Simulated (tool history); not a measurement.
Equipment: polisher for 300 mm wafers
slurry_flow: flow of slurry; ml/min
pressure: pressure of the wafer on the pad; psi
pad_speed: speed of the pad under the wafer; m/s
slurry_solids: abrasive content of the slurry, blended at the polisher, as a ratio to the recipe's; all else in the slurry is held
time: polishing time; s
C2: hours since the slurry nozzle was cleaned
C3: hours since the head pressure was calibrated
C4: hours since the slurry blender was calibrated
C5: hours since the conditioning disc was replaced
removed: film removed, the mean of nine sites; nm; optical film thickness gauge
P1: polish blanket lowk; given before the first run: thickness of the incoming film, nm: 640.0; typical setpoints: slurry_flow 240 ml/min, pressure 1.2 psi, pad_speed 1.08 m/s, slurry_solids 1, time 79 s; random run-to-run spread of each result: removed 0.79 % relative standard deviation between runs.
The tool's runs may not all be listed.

run 1 hour=3.4 | slurry_flow=240 pressure=1.2 pad_speed=1.08 slurry_solids=1 time=79 | wafers_polished_on_this_pad=612 C2=377.7 C3=739.7 C4=49.4 C5=324.2 | removed=21.417
run 2 hour=6.8 | slurry_flow=240 pressure=1.2 pad_speed=1.08 slurry_solids=1 time=79 | wafers_polished_on_this_pad=638 C2=381.1 C3=743.1 C4=52.8 C5=327.6 | removed=21.532
run 3 hour=9.6 | slurry_flow=240 pressure=1.2 pad_speed=1.08 slurry_solids=1 time=79 | wafers_polished_on_this_pad=660 C2=383.9 C3=745.9 C4=55.6 C5=330.4 | removed=21.511
run 4 hour=12.9 | slurry_flow=240 pressure=1.2 pad_speed=1.08 slurry_solids=1 time=101 | wafers_polished_on_this_pad=686 C2=387.2 C3=749.2 C4=58.9 C5=333.7 | removed=27.256
run 5 hour=16.5 | slurry_flow=240 pressure=1.7 pad_speed=1.08 slurry_solids=1 time=79 | wafers_polished_on_this_pad=714 C2=390.8 C3=752.8 C4=62.5 C5=337.3 | removed=30.651
run 6 hour=18.6 | slurry_flow=145 pressure=1.2 pad_speed=1.08 slurry_solids=1 time=79 | wafers_polished_on_this_pad=730 C2=392.9 C3=754.9 C4=64.6 C5=339.4 | removed=19.876
run 7 hour=22.1 | slurry_flow=240 pressure=1.2 pad_speed=1.08 slurry_solids=1 time=79 | wafers_polished_on_this_pad=757 C2=396.4 C3=758.4 C4=68.1 C5=342.9 | removed=21.735
run 8 hour=26.4 | slurry_flow=240 pressure=1.2 pad_speed=1.08 slurry_solids=1.5 time=79 | wafers_polished_on_this_pad=791 C2=400.7 C3=762.7 C4=72.4 C5=347.2 | removed=25.32
run 9 hour=28.6 | slurry_flow=240 pressure=1.2 pad_speed=1.08 slurry_solids=1 time=79 | wafers_polished_on_this_pad=808 C2=402.9 C3=764.9 C4=74.6 C5=349.4 | removed=21.602
run 10 hour=32.8 | slurry_flow=240 pressure=1.2 pad_speed=1.08 slurry_solids=1 time=79 | wafers_polished_on_this_pad=840 C2=407.1 C3=769.1 C4=78.8 C5=353.6 | removed=21.694
run 11 hour=35.5 | slurry_flow=240 pressure=1.2 pad_speed=0.74 slurry_solids=1 time=79 | wafers_polished_on_this_pad=861 C2=409.8 C3=771.8 C4=81.5 C5=356.3 | removed=16.033
run 12 hour=39.5 | slurry_flow=240 pressure=1.2 pad_speed=1.08 slurry_solids=0.7 time=79 | wafers_polished_on_this_pad=892 C2=413.8 C3=775.8 C4=85.5 C5=360.3 | removed=17.984
run 13 hour=41.8 | slurry_flow=240 pressure=0.6 pad_speed=1.08 slurry_solids=1 time=79 | wafers_polished_on_this_pad=910 C2=416.1 C3=778.1 C4=87.8 C5=362.6 | removed=10.612
run 14 hour=44.4 | slurry_flow=365 pressure=1.2 pad_speed=1.08 slurry_solids=1 time=79 | wafers_polished_on_this_pad=930 C2=418.7 C3=780.7 C4=90.4 C5=365.2 | removed=22.079
run 15 hour=47.8 | slurry_flow=240 pressure=1.2 pad_speed=1.08 slurry_solids=1 time=79 | wafers_polished_on_this_pad=957 C2=422.1 C3=784.1 C4=93.8 C5=368.6 | removed=21.043
run 16 hour=51.5 | slurry_flow=240 pressure=1.2 pad_speed=1.68 slurry_solids=1 time=79 | wafers_polished_on_this_pad=986 C2=425.8 C3=787.8 C4=97.5 C5=372.3 | removed=30.589
-- hour=54.4 slurry nozzle cleaned
run 17 hour=55 | slurry_flow=240 pressure=1.2 pad_speed=1.08 slurry_solids=1 time=36 | wafers_polished_on_this_pad=1013 C2=0.7 C3=791.3 C4=101 C5=375.8 | removed=9.6361
run 18 hour=58.6 | slurry_flow=240 pressure=1.2 pad_speed=1.54 slurry_solids=1 time=118 | wafers_polished_on_this_pad=1041 C2=4.3 C3=794.9 C4=104.6 C5=379.4 | removed=42.56
run 19 hour=62.4 | slurry_flow=240 pressure=1.2 pad_speed=1.08 slurry_solids=1 time=79 | wafers_polished_on_this_pad=1070 C2=8.1 C3=798.7 C4=108.4 C5=383.2 | removed=21.558
run 20 hour=66 | slurry_flow=240 pressure=1.2 pad_speed=1.08 slurry_solids=1 time=79 | wafers_polished_on_this_pad=1098 C2=11.7 C3=802.3 C4=112 C5=386.8 | removed=20.021
run 21 hour=68.9 | slurry_flow=240 pressure=1.2 pad_speed=1.08 slurry_solids=1 time=79 | wafers_polished_on_this_pad=1121 C2=14.6 C3=805.2 C4=114.9 C5=389.7 | removed=19.792
-- hour=70.8 slurry nozzle cleaned
-- hour=72.1 conditioning disc replaced and pad reconditioned
run 22 hour=73.5 | slurry_flow=240 pressure=1.2 pad_speed=1.08 slurry_solids=1 time=79 | wafers_polished_on_this_pad=1157 C2=2.8 C3=809.8 C4=119.5 C5=1.5 | removed=19.038
-- hour=74.7 head pressure recalibrated
run 23 hour=75.7 | slurry_flow=240 pressure=1.2 pad_speed=1.08 slurry_solids=1 time=79 | wafers_polished_on_this_pad=1174 C2=5 C3=1 C4=121.7 C5=3.7 | removed=19.039
run 24 hour=79.9 | slurry_flow=240 pressure=1.2 pad_speed=1.08 slurry_solids=1 time=79 | wafers_polished_on_this_pad=1206 C2=9.2 C3=5.2 C4=125.9 C5=7.9 | removed=19.099
run 25 hour=82.5 | slurry_flow=240 pressure=1.2 pad_speed=1.08 slurry_solids=1 time=79 | wafers_polished_on_this_pad=1227 C2=11.8 C3=7.8 C4=128.5 C5=10.5 | removed=18.883
run 26 hour=85.2 | slurry_flow=240 pressure=1.2 pad_speed=1.08 slurry_solids=1 time=79 | wafers_polished_on_this_pad=1248 C2=14.5 C3=10.5 C4=131.2 C5=13.2 | removed=18.941

The output of P1 has drifted from where it used to be. Each of the 2 causes below, taken at the size shown beside it, accounts for the log equally well:
A: removal rate lost through wear of the pad, % = 12
B: abrasive missing from the slurry, % = 23.2
The process output started creeping at around hour 62.4.
Excluded causes, each with its reason:
slurry flow missing at the pad, %: serviced after onset, at hour 70.8, with no recovery of the prior output
head's pressure below its setpoint, %: serviced after onset, at hour 74.7, with no recovery of the prior output
time polished since the conditioner stopped cutting, s: serviced after onset, at hour 72.1, with no recovery of the prior output

Each of the check runs listed below is run on 5 wafers and reports their average, with the results left as question marks. Pick the one under which the possible causes would lead to clearly different results.
run check 1 hour=87.9 | slurry_flow=145 pressure=1.5 pad_speed=1.08 slurry_solids=1 time=79 | removed=?
run check 2 hour=87.9 | slurry_flow=240 pressure=1.2 pad_speed=1.32 slurry_solids=1 time=46 | removed=?
run check 3 hour=87.9 | slurry_flow=150 pressure=1.6 pad_speed=1.08 slurry_solids=1 time=79 | removed=?
run check 4 hour=87.9 | slurry_flow=240 pressure=1.2 pad_speed=1.08 slurry_solids=1.5 time=79 | removed=?

Expected result of each check under each candidate cause:
check=check_1 result=removed if_A=21.987 if_B=21.969
check=check_2 result=removed if_A=12.912 if_B=12.902
check=check_3 result=removed if_A=23.592 if_B=23.572
check=check_4 result=removed if_A=22.259 if_B=22.831
Gap, in per cent, between the two causes that each check separates least, read from the result that separates them most: check 1 0.08 %; check 2 0.08 %; check 3 0.08 %; check 4 2.54 %
Only in check 4 would the causes give clearly different results; in the remaining checks their results would be nearly the same.

After running check 4, the following was obtained: removed 22.366 nm. Which cause does this point to?

Of the candidate causes, it is A: removal rate lost through wear of the pad, %.
